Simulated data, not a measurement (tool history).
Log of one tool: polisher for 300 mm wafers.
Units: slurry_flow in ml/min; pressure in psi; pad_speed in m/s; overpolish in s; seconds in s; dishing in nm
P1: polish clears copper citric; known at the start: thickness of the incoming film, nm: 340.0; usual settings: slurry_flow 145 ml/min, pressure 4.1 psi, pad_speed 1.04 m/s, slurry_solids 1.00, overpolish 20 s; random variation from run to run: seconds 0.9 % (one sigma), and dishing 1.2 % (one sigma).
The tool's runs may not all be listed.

run    day  slurry_flow  pressure  pad_speed  slurry_solids  overpolish  wafers polished on this pad  hours since the slurry nozzle was cleaned  hours since the head pressure was calibrated  hours since the slurry blender was calibrated  seconds  dishing
  1  0.392          145       4.1       1.04           1.00          20                          879                                      100.7                                         180.3                                          241.5  119.880   40.267
  2  0.692          220       4.1       0.76           1.00          20                          912                                      107.9                                         187.5                                          248.7  153.440   32.517
  3  1.092          145       4.1       1.04           1.00           6                          956                                      117.5                                         197.1                                          258.3  121.850   13.320
  4  1.354          145       4.1       1.04           1.00          20                          985                                      123.8                                         203.4                                          264.6  122.630   40.138
  5  1.704          145       4.1       1.04           1.00          20                         1023                                      132.2                                         211.8                                          273.0  119.580   39.028
  6  2.083           85       4.1       1.04           1.00          20                         1065                                      141.3                                         220.9                                          282.1  134.880   35.649
  7  2.346          145       1.8       1.04           1.00          20                         1094                                      147.6                                         227.2                                          288.4  262.080   18.563
  8  2.754          205       4.1       1.04           1.00          20                         1139                                      157.4                                         237.0                                          298.2  114.900   42.020
  9  3.004          145       4.1       1.04           1.50          20                         1166                                      163.4                                         243.0                                          304.2  111.490   43.355
 10  3.221          145       4.1       1.04           1.00          20                         1190                                      168.6                                         248.2                                          309.4  121.550   39.921
 11  3.512          145       4.1       1.04           1.00          36                         1223                                      175.6                                         255.2                                          316.4  119.450   63.733
 12  3.825          145       4.1       1.04           0.55          20                         1257                                      183.1                                         262.7                                          323.9  134.650   35.726
 13  4.054          145       4.1       1.30           1.00          20                         1282                                      188.6                                         268.2                                          329.4   96.524   47.249
 14  4.350          145       2.2       1.04           0.70          20                         1315                                      195.7                                         275.3                                          336.5  238.200   21.318
 15  4.704          145       4.1       0.46           1.00          20                         1354                                      204.2                                         283.8                                          345.0  266.130   19.430
 16  4.933          145       6.1       1.04           1.00          20                         1379                                      209.7                                         289.3                                          350.5   81.625   55.630
 17  5.171          145       4.1       1.04           1.00          20                         1405                                      215.4                                         295.0                                          356.2  119.800   39.450
 18  5.450          210       4.1       1.04           1.30          20                         1436                                      222.1                                         301.7                                          362.9  108.200   43.905

Run 19 comes next. What will it give?
 19  5.912          145       4.1       1.04           1.00          20                         1487                                      233.2                                         312.8                                          374.0        ?        ?

Run 19 gave seconds 120.400 s, dishing 39.479 nm.

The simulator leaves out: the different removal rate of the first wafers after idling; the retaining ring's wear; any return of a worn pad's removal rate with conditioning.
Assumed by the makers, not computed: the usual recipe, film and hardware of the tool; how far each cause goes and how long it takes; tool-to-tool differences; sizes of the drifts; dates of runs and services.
